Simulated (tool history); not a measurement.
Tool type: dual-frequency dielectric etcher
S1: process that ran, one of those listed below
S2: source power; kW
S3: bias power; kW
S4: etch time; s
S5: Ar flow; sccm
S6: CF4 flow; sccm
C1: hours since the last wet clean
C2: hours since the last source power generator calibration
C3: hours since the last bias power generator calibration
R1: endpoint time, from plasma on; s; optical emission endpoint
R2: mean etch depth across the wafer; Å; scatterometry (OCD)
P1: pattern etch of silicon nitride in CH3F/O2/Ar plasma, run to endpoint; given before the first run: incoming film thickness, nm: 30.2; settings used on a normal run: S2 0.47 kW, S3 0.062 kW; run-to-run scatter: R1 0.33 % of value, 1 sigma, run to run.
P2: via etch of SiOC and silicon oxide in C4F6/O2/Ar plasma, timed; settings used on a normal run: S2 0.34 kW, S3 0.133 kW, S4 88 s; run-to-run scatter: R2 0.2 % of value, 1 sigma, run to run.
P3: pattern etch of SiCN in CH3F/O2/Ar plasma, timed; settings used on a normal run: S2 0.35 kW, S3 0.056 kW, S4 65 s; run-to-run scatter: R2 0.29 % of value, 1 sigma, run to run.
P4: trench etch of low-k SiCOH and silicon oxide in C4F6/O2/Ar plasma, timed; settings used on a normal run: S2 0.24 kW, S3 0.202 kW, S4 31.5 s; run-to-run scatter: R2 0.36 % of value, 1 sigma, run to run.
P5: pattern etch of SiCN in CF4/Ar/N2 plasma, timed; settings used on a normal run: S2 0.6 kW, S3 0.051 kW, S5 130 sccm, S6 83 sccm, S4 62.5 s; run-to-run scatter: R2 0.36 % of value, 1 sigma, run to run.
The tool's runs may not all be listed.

run     day  S1    S2     S3    S4   S5  S6     C1      C2      C3      R1      R2
  1   0.275  P1  0.47  0.062                 321.9  1527.8  2826.9   43.45
  2   0.738  P3  0.35  0.033    65             333  1538.9    2838           182.4
  3   1.271  P1  0.58  0.062                 345.8  1551.7  2850.8  40.011
  4   1.742  P5   0.6  0.051  62.5  130  83  357.1    1563  2862.1          587.63
      2.046  -- source power generator calibrated
  5   2.258  P5   0.6  0.051  62.5  130  67  369.5     5.1  2874.5          566.56
  6   2.812  P5   0.6  0.051  62.5   96  83  382.8    18.4  2887.8          618.56
  7   3.092  P1  0.47  0.062                 389.5    25.1  2894.5  43.542
  8   3.492  P5  0.43  0.051  62.5  130  83  399.1    34.7  2904.1           435.6
  9   3.862  P1  0.47  0.062                   408    43.6    2913    43.6
 10   4.242  P5   0.6  0.036  62.5  130  83  417.1    52.7  2922.1          527.94
 11   4.817  P2  0.34  0.133    88           430.9    66.5  2935.9          830.12
 12   5.217  P4  0.24  0.202    46           440.5    76.1  2945.5            1201
 13   5.683  P5   0.6  0.051  42.5  130  83  451.7    87.3  2956.7          400.39
 14   6.008  P4  0.24  0.202  31.5           459.5    95.1  2964.5          825.89
 15   6.288  P2  0.34  0.133   117           466.2   101.8  2971.2          1103.3
 16   6.638  P1  0.37  0.046                 474.6   110.2  2979.6   52.74
 17   6.904  P1  0.27  0.062                   481   116.6    2986  53.987
 18   7.429  P1  0.47  0.062                 493.6   129.2  2998.6  43.565
 19   7.921  P3  0.24  0.056    65           505.4     141  3010.4          187.52
 20   8.471  P3  0.35  0.056    65           518.6   154.2  3023.6          215.98
 21   8.938  P4  0.24  0.163  31.5           529.8   165.4  3034.8          766.69
 22   9.221  P2  0.34  0.081    88           536.6   172.2  3041.6           717.9
 23     9.8  P1  0.47  0.062                 550.5   186.1  3055.5  43.649
 24  10.104  P1  0.47  0.048                 557.8   193.4  3062.8  47.364
 25  10.683  P1  0.47  0.062                 571.7   207.3  3076.7  43.604
 26  11.062  P2  0.28  0.133    88           580.8   216.4  3085.8          770.25
 27  11.612  P3  0.35  0.056    48             594   229.6    3099          160.77
 28  12.158  P1  0.47  0.062                 607.1   242.7  3112.1  43.387
 29  12.625  P1  0.47  0.081                 618.3   253.9  3123.3  39.696
 30  13.142  P4  0.24  0.202  31.5           630.7   266.3  3135.7          820.59
 31  13.721  P4  0.33  0.202  31.5           644.6   280.2  3149.6          928.33
 32  14.075  P1  0.47  0.062                 653.1   288.7  3158.1  43.662
 33  14.533  P1  0.47  0.062                 664.1   299.7  3169.1  43.607
 34  15.038  P1  0.47  0.062                 676.2   311.8  3181.2  43.882
 35  15.621  P1  0.47  0.062                 690.2   325.8  3195.2  44.198
 36  16.038  P1  0.47  0.062                 700.2   335.8  3205.2  44.128
 37  16.542  P1  0.47  0.062                 712.3   347.9  3217.3  44.101
 38  16.833  P1  0.47  0.062                 719.3   354.9  3224.3  44.149
 39  17.417  P1  0.47  0.062                 733.3   368.9  3238.3  44.177
     17.812  -- wet clean of the chamber
 40  17.904  P1  0.47  0.062                   2.3   380.6    3250  44.108
 41  18.446  P1  0.47  0.062                  15.3   393.6    3263  44.523
 42  19.012  P1  0.47  0.062                  28.9   407.2  3276.6  44.382
 43  19.404  P1  0.47  0.062                  38.3   416.6    3286  44.463

The output of P1 has drifted from where it used to be. Each of the 2 causes below, taken at the size shown beside it, accounts for the log equally well:
A: source power that arrives under what is set, % = 4.18
B: bias power that arrives under what is set, % = 4.93
Onset of the creep was near day 14.075.
All other causes, with the reason each is excluded:
chamber walls in a state that lowers the etch rate, %: serviced after onset, at day 17.812, with no recovery of the prior output

The list below offers 4 check runs, each averaging the results of 2 wafers, and shows each result as a question mark. For which of them would the listed causes give clearly different results?
check 1  19.796  P5   0.6  0.051  62.5  130  83                   ?
check 2  19.796  P2  0.34  0.133    88                            ?
check 3  19.796  P3  0.35  0.056    65                            ?
check 4  19.796  P4  0.24  0.202  31.5                            ?

Expected result of each check under each candidate cause:
  check  result    if A    if B
check 1      R2  565.14  577.68
check 2      R2  815.39  816.58
check 3      R2  212.52  212.38
check 4      R2  808.92  808.48
How far apart the two closest causes lie, in the result that separates them most: check 1 2.19 %; check 2 0.15 %; check 3 0.07 %; check 4 0.05 %
Only check 1 tells the causes apart: in the others they would give nearly the same result.

After running check 1, the following was obtained: R2 566.73 Å. Which cause does this point to?

The cause is A: source power that arrives under what is set, %.
